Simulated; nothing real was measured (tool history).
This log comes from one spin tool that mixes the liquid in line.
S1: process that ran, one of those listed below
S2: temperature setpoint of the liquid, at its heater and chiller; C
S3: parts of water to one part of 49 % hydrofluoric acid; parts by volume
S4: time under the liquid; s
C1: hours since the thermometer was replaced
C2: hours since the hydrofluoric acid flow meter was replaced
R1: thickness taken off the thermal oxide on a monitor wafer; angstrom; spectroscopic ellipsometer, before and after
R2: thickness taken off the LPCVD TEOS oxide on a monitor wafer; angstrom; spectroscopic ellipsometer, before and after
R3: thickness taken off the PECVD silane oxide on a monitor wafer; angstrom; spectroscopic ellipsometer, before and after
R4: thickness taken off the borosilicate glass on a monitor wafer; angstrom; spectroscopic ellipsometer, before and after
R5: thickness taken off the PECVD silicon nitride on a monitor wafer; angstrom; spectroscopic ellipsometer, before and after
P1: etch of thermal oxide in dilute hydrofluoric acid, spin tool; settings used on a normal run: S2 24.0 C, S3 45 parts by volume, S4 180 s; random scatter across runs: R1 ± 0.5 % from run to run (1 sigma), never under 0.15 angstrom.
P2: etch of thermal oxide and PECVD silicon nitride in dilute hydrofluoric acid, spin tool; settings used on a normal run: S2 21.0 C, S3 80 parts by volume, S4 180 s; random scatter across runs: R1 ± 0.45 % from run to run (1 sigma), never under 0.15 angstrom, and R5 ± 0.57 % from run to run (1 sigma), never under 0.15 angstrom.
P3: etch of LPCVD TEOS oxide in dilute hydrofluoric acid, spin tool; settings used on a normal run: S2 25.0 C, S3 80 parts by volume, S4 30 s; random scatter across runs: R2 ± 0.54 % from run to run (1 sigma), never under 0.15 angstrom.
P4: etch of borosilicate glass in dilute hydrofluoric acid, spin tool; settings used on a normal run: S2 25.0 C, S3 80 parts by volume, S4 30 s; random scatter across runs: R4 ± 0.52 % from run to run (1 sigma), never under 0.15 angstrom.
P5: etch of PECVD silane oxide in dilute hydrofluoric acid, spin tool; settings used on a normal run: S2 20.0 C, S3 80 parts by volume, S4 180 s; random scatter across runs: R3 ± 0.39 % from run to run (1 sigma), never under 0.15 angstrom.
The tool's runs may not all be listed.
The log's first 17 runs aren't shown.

run,hour,S1,S2,S3,S4,C1,C2,R1,R2,R3,R4,R5
18,98.4,P5,27.5,80,180,818.6,311.0,,,547.91,,
19,101.6,P1,24.0,45,180,821.8,314.2,208.990,,,,
20,105.5,P1,28.0,45,180,825.7,318.1,248.800,,,,
21,109.4,P1,24.0,75,180,829.6,322.0,120.240,,,,
# hour 113.1: thermometer replaced
22,116.6,P5,20.0,80,320,3.6,329.2,,,714.31,,
23,123.1,P2,17.0,80,180,10.1,335.7,80.179,,,,45.881
24,128.3,P1,24.0,45,180,15.3,340.9,210.420,,,,
25,132.8,P1,24.0,45,290,19.8,345.4,335.830,,,,
26,140.1,P2,21.0,80,290,27.1,352.7,153.450,,,,97.761
27,146.1,P2,21.0,80,180,33.1,358.7,94.478,,,,61.320
28,152.5,P2,21.0,45,180,39.5,365.1,175.330,,,,107.330
29,156.7,P1,24.0,30,180,43.7,369.3,317.370,,,,
30,162.3,P1,24.0,45,180,49.3,374.9,209.700,,,,
31,169.5,P4,25.0,80,30,56.5,382.1,,,,89.153,
32,173.3,P3,25.0,80,30,60.3,385.9,,79.253,,,

Run 33 is up next; what results do you expect?
33,177.6,P1,24.0,45,180,64.6,390.2,?,,,,

R1: 210.110 angstrom
